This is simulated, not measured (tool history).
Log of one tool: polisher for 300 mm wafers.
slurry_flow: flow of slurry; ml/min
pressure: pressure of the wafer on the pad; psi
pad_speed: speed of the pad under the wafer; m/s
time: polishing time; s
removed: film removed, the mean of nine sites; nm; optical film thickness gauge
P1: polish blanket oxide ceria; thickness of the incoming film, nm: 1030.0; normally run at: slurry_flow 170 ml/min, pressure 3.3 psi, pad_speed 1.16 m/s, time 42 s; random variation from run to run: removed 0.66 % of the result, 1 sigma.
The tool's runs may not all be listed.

run	hour	slurry_flow	pressure	pad_speed	time	removed
1	5.7	170	3.3	1.16	42	260.76
2	12	170	3.3	1.6	42	359.29
3	17.4	170	3.3	1.16	42	259.95
4	20.5	170	3.3	1.16	42	258.1
5	23.6	170	3.3	0.58	42	131.71
6	28.6	170	3.3	1.16	42	259.76
7	33	170	1.5	1.16	42	118.26
8	39.3	170	3.3	1.16	19	118.7
9	43.7	235	3.3	1.16	22	141.76
10	47.5	170	3.3	1.16	61	381.05
11	54.1	260	3.3	1.16	42	275.71
12	59.8	110	3.3	1.16	42	238.29
13	65	170	3.3	1.16	42	261
14	68.9	170	3.3	1.16	42	260.67
15	74.6	170	3.3	1.16	42	260.95
16	78.7	170	4.6	1.16	42	365.68
17	83.3	170	3.3	1.16	42	259.99
18	89.1	170	3.3	1.16	42	250.82
19	92.5	170	3.3	1.16	42	248.53
20	95.9	170	3.3	1.16	42	244.33
# hour 97.8: head pressure recalibrated
21	99.3	170	3.3	1.16	42	242.35
22	102.2	170	3.3	1.16	42	243.29
23	106.4	170	3.3	1.16	42	240.27

The next listed run, before its measurement:
24	109.7	170	3.3	1.16	42	?

removed: 243.61 nm

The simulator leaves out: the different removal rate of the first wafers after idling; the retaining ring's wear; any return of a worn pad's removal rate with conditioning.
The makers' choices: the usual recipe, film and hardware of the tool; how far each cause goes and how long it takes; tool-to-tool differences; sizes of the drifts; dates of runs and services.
